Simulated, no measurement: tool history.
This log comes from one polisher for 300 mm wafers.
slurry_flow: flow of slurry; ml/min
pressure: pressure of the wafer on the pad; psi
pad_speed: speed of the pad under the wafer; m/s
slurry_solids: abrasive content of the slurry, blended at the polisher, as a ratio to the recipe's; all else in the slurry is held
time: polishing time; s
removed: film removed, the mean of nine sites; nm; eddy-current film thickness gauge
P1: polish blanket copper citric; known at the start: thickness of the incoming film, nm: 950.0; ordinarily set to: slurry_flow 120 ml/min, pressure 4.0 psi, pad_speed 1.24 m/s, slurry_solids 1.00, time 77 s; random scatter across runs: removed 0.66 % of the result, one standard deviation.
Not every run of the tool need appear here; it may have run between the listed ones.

run,day,slurry_flow,pressure,pad_speed,slurry_solids,time,wafers polished on this pad,hours since the slurry nozzle was cleaned,hours since the head pressure was calibrated,hours since the slurry blender was calibrated,removed
1,0.671,120,4.0,1.24,1.00,77,851,138.7,178.4,168.8,291.68
2,1.212,165,4.0,1.24,1.00,77,965,151.7,191.4,181.8,314.38
3,1.871,120,4.0,1.24,1.00,77,1103,167.5,207.2,197.6,295.04
4,2.254,120,4.0,1.24,1.00,50,1184,176.7,216.4,206.8,190.33
5,2.854,120,4.0,1.24,1.00,77,1310,191.1,230.8,221.2,295.28
6,3.446,120,4.0,1.24,1.00,77,1434,205.3,245.0,235.4,295.95
7,4.004,120,4.0,1.58,1.00,77,1552,218.7,258.4,248.8,373.47
8,4.633,120,4.0,1.24,0.75,77,1684,233.8,273.5,263.9,276.74
9,5.175,120,4.0,1.24,1.00,77,1797,246.8,286.5,276.9,295.50
# day 5.425: slurry nozzle cleaned
10,5.758,70,4.0,1.24,1.00,77,1920,8.0,300.5,290.9,254.78
# day 6.067: slurry blender recalibrated
11,6.212,120,5.7,1.24,1.00,77,2015,18.9,311.4,3.5,415.83
12,6.654,120,4.0,1.24,1.40,77,2108,29.5,322.0,14.1,319.64
# day 6.750: worn pad replaced by a new one
13,7.300,120,4.0,1.24,1.00,114,116,45.0,337.5,29.6,435.81
14,7.871,120,4.0,0.70,1.00,77,236,58.7,351.2,43.3,169.51
15,8.467,120,4.0,1.24,1.00,77,361,73.0,365.5,57.6,294.35
16,8.892,120,2.5,1.24,1.00,77,450,83.2,375.7,67.8,184.77
17,9.421,70,5.6,1.24,1.00,77,561,95.9,388.4,80.5,358.40
18,9.817,120,4.0,1.24,1.00,77,644,105.4,397.9,90.0,291.54

Run 19 is up next; what results do you expect?
19,10.167,120,4.0,1.24,1.00,77,718,113.8,406.3,98.4,?

{"run 19": {"removed": 286.39}}

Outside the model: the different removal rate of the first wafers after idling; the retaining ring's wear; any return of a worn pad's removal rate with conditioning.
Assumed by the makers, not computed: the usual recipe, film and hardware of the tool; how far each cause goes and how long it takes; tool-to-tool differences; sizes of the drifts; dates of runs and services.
